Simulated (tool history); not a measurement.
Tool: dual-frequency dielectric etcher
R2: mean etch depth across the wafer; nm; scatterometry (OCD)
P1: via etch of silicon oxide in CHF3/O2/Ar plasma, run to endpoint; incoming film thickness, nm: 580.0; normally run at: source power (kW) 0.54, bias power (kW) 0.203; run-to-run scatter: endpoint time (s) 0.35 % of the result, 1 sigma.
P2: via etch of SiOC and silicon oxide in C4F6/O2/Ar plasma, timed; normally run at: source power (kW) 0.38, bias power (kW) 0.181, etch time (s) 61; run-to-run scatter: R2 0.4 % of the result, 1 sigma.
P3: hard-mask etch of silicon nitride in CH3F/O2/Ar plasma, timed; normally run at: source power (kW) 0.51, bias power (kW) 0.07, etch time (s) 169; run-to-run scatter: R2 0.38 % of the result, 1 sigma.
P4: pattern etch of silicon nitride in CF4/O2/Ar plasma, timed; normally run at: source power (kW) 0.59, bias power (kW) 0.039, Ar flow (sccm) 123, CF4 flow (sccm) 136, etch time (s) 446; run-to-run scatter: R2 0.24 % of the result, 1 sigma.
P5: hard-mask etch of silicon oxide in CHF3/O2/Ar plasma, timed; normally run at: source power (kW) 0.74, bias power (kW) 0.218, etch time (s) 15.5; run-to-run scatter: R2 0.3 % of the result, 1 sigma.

Run 1, day 0.083: process that ran P1, source power (kW) 0.54, bias power (kW) 0.203. Result: endpoint time (s) 293.84.
Run 2, day 0.262: process that ran P4, source power (kW) 0.59, bias power (kW) 0.039, Ar flow (sccm) 175, CF4 flow (sccm) 136, etch time (s) 446. Result: R2 874.62 nm.
Run 3, day 0.388: process that ran P5, source power (kW) 0.74, bias power (kW) 0.285, etch time (s) 15.5. Result: R2 39.652 nm.
Run 4, day 0.529: process that ran P4, source power (kW) 0.59, bias power (kW) 0.039, Ar flow (sccm) 123, CF4 flow (sccm) 136, etch time (s) 669.5. Result: R2 1375.9 nm.
Run 5, day 0.696: process that ran P5, source power (kW) 0.74, bias power (kW) 0.218, etch time (s) 15.5. Result: R2 35.986 nm.
Run 6, day 0.833: process that ran P4, source power (kW) 0.59, bias power (kW) 0.039, Ar flow (sccm) 123, CF4 flow (sccm) 136, etch time (s) 446. Result: R2 918.15 nm.
Run 7, day 0.912: process that ran P5, source power (kW) 0.74, bias power (kW) 0.218, etch time (s) 15.5. Result: R2 36.217 nm.
Run 8, day 1.05: process that ran P2, source power (kW) 0.38, bias power (kW) 0.181, etch time (s) 43.5. Result: R2 49.269 nm.
Run 9, day 1.225: process that ran P2, source power (kW) 0.38, bias power (kW) 0.109, etch time (s) 61. Result: R2 59.325 nm.
Run 10, day 1.342: process that ran P1, source power (kW) 0.54, bias power (kW) 0.203. Result: endpoint time (s) 292.73.
Run 11, day 1.512: process that ran P2, source power (kW) 0.23, bias power (kW) 0.181, etch time (s) 61. Result: R2 57.091 nm.
Run 12, day 1.596: process that ran P4, source power (kW) 0.59, bias power (kW) 0.039, Ar flow (sccm) 123, CF4 flow (sccm) 136, etch time (s) 446. Result: R2 921.8 nm.
Run 13, day 1.746: process that ran P1, source power (kW) 0.38, bias power (kW) 0.203. Result: endpoint time (s) 332.73.
Run 14, day 1.846: process that ran P3, source power (kW) 0.51, bias power (kW) 0.094, etch time (s) 169. Result: R2 145.19 nm.
Run 15, day 1.958: process that ran P1, source power (kW) 0.54, bias power (kW) 0.203. Result: endpoint time (s) 291.96.
Run 16, day 2.058: process that ran P1, source power (kW) 0.68, bias power (kW) 0.203. Result: endpoint time (s) 267.65.
Run 17, day 2.212: process that ran P5, source power (kW) 0.74, bias power (kW) 0.218, etch time (s) 21. Result: R2 48.635 nm.
Run 18, day 2.329: process that ran P3, source power (kW) 0.51, bias power (kW) 0.07, etch time (s) 237. Result: R2 183.65 nm.
Run 19, day 2.429: process that ran P1, source power (kW) 0.54, bias power (kW) 0.154. Result: endpoint time (s) 322.55.
Run 20, day 2.575: process that ran P1, source power (kW) 0.54, bias power (kW) 0.282. Result: endpoint time (s) 261.03.
Run 21, day 2.742: process that ran P2, source power (kW) 0.38, bias power (kW) 0.181, etch time (s) 61. Result: R2 68.795 nm.
Run 22, day 2.888: process that ran P1, source power (kW) 0.54, bias power (kW) 0.203. Result: endpoint time (s) 293.76.
Run 23, day 3.033: process that ran P1, source power (kW) 0.54, bias power (kW) 0.203. Result: endpoint time (s) 293.89.
Run 24, day 3.158: process that ran P4, source power (kW) 0.59, bias power (kW) 0.039, Ar flow (sccm) 123, CF4 flow (sccm) 168, etch time (s) 446. Result: R2 941.05 nm.
Run 25, day 3.279: process that ran P5, source power (kW) 0.98, bias power (kW) 0.218, etch time (s) 15.5. Result: R2 40.25 nm.
Run 26, day 3.392: process that ran P1, source power (kW) 0.54, bias power (kW) 0.203. Result: endpoint time (s) 293.1.
Run 27, day 3.475: process that ran P3, source power (kW) 0.63, bias power (kW) 0.07, etch time (s) 169. Result: R2 142.03 nm.
Run 28, day 3.596: process that ran P3, source power (kW) 0.51, bias power (kW) 0.07, etch time (s) 169. Result: R2 131.31 nm.
Run 29, day 3.717: process that ran P4, source power (kW) 0.72, bias power (kW) 0.039, Ar flow (sccm) 123, CF4 flow (sccm) 136, etch time (s) 446. Result: R2 1096.5 nm.
Run 30, day 3.808: process that ran P1, source power (kW) 0.43, bias power (kW) 0.126. Result: endpoint time (s) 374.3.
Run 31, day 3.912: process that ran P1, source power (kW) 0.64, bias power (kW) 0.123. Result: endpoint time (s) 324.19.
Run 32, day 4.071: process that ran P4, source power (kW) 0.59, bias power (kW) 0.03, Ar flow (sccm) 123, CF4 flow (sccm) 136, etch time (s) 446. Result: R2 840.39 nm.
Run 33, day 4.204: process that ran P1, source power (kW) 0.54, bias power (kW) 0.203. Result: endpoint time (s) 292.92.
Run 34, day 4.333: process that ran P1, source power (kW) 0.54, bias power (kW) 0.203. Result: endpoint time (s) 293.75.
Run 35, day 4.45: process that ran P1, source power (kW) 0.54, bias power (kW) 0.203. Result: endpoint time (s) 295.75.
Run 36, day 4.562: process that ran P1, source power (kW) 0.54, bias power (kW) 0.203. Result: endpoint time (s) 295.97.
Run 37, day 4.738: process that ran P1, source power (kW) 0.54, bias power (kW) 0.203. Result: endpoint time (s) 298.04.
Run 38, day 4.917: process that ran P1, source power (kW) 0.54, bias power (kW) 0.203. Result: endpoint time (s) 298.01.
Run 39, day 5.033: process that ran P1, source power (kW) 0.54, bias power (kW) 0.203. Result: endpoint time (s) 297.06.
Run 40, day 5.196: process that ran P1, source power (kW) 0.54, bias power (kW) 0.203. Result: endpoint time (s) 298.05.
At day 5.329: wet clean of the chamber.
Run 41, day 5.371: process that ran P1, source power (kW) 0.54, bias power (kW) 0.203. Result: endpoint time (s) 296.97.
Run 42, day 5.517: process that ran P1, source power (kW) 0.54, bias power (kW) 0.203. Result: endpoint time (s) 296.48.
Run 43, day 5.658: process that ran P1, source power (kW) 0.54, bias power (kW) 0.203. Result: endpoint time (s) 297.87.
Run 44, day 5.788: process that ran P1, source power (kW) 0.54, bias power (kW) 0.203. Result: endpoint time (s) 297.88.

What P1 gives has crept away from where it was. These 2 causes fit the log equally well, each at the size given:
A: bias power that arrives under what is set, % = 4.93
B: source power that arrives under what is set, % = 4.5
The creep began at about day 4.204.
Why every other cause is out:
chamber walls in a state that lowers the etch rate, %: serviced at day 5.329, which brought nothing back

4 check runs are offered, one wafer each, their results left as question marks. Which one tells the causes apart?
Run check 1, day 5.917: process that ran P4, source power (kW) 0.59, bias power (kW) 0.039, Ar flow (sccm) 170, CF4 flow (sccm) 136, etch time (s) 446. Result: R2 ?.
Run check 2, day 5.917: process that ran P3, source power (kW) 0.6, bias power (kW) 0.07, etch time (s) 200.5. Result: R2 ?.
Run check 3, day 5.917: process that ran P5, source power (kW) 0.92, bias power (kW) 0.218, etch time (s) 15.5. Result: R2 ?.
Run check 4, day 5.917: process that ran P2, source power (kW) 0.24, bias power (kW) 0.136, etch time (s) 61. Result: R2 ?.

What each check would give under each cause:
  check  result    if A    if B
check 1      R2  861.35  842.44
check 2      R2  162.88   162.7
check 3      R2  38.545  38.525
check 4      R2  51.997  51.888
How far apart the two closest causes lie, in the result that separates them most: check 1 2.22 %; check 2 0.11 %; check 3 0.05 %; check 4 0.21 %
Check 1 tells the causes apart: in the others they would give nearly the same result.

Check 1 was then run and gave: R2 862.2 nm. Which cause is it?

It is A: bias power that arrives under what is set, %.
